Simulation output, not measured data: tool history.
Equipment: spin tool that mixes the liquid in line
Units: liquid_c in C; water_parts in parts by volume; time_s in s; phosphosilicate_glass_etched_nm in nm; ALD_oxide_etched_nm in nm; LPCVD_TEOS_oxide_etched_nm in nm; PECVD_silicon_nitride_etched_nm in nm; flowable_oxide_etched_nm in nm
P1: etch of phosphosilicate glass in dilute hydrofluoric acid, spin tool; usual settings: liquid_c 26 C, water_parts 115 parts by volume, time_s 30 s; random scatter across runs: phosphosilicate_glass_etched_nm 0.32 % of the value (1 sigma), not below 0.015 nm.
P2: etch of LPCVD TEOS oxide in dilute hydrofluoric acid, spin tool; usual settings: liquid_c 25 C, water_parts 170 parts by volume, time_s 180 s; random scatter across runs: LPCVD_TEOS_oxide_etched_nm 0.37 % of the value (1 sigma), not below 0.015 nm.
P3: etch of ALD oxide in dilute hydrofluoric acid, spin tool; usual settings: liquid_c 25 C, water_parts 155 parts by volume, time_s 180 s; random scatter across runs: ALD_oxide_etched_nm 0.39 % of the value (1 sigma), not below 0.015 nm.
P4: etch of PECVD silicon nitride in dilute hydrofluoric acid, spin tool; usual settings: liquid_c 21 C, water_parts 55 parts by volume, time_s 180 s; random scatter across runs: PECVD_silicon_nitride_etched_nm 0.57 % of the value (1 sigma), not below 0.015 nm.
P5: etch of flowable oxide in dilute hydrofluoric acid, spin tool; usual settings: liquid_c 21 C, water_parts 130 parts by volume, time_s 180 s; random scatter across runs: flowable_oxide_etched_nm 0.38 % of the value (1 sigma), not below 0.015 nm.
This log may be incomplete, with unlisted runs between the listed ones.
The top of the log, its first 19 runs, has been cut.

run	hour	process	liquid_c	water_parts	time_s	hours since the thermometer was replaced	hours since the hydrofluoric acid flow meter was replaced	phosphosilicate_glass_etched_nm	ALD_oxide_etched_nm	LPCVD_TEOS_oxide_etched_nm	PECVD_silicon_nitride_etched_nm	flowable_oxide_etched_nm
20	150.7	P5	21	130	180	417.2	609.5					45.658
21	157.8	P2	25	275	180	424.3	616.6			9.6653		
22	165.9	P5	21	60	180	432.4	624.7					107.23
23	176.2	P3	25	155	180	442.7	635		11.322			
24	182.7	P3	25	245	180	449.2	641.5		6.4868			
25	187.4	P5	26.5	130	180	453.9	646.2					56.611
26	194.5	P4	21	105	180	461	653.3				2.4216	
27	202.2	P5	21	130	45	468.7	661					11.366
28	211.4	P1	26	20	45	477.9	670.2	434.31				
29	220.8	P2	25	170	35	487.3	679.6			3.4057		
30	227.5	P1	26	20	30	494	686.3	288.64				
31	237.9	P4	21	55	365	504.4	696.7				9.1807	
32	246.3	P1	26	115	30	512.8	705.1	43.998				
33	251.4	P1	26	115	30	517.9	710.2	45.409				
34	260.2	P1	26	115	30	526.7	719	46.525				
35	270.8	P1	26	115	30	537.3	729.6	47.653				
36	276.2	P1	26	115	30	542.7	735	47.377				

Run 37 is up next; what results do you expect?
37	281.8	P1	26	115	30	548.3	740.6	?				

phosphosilicate_glass_etched_nm: 47.932 nm

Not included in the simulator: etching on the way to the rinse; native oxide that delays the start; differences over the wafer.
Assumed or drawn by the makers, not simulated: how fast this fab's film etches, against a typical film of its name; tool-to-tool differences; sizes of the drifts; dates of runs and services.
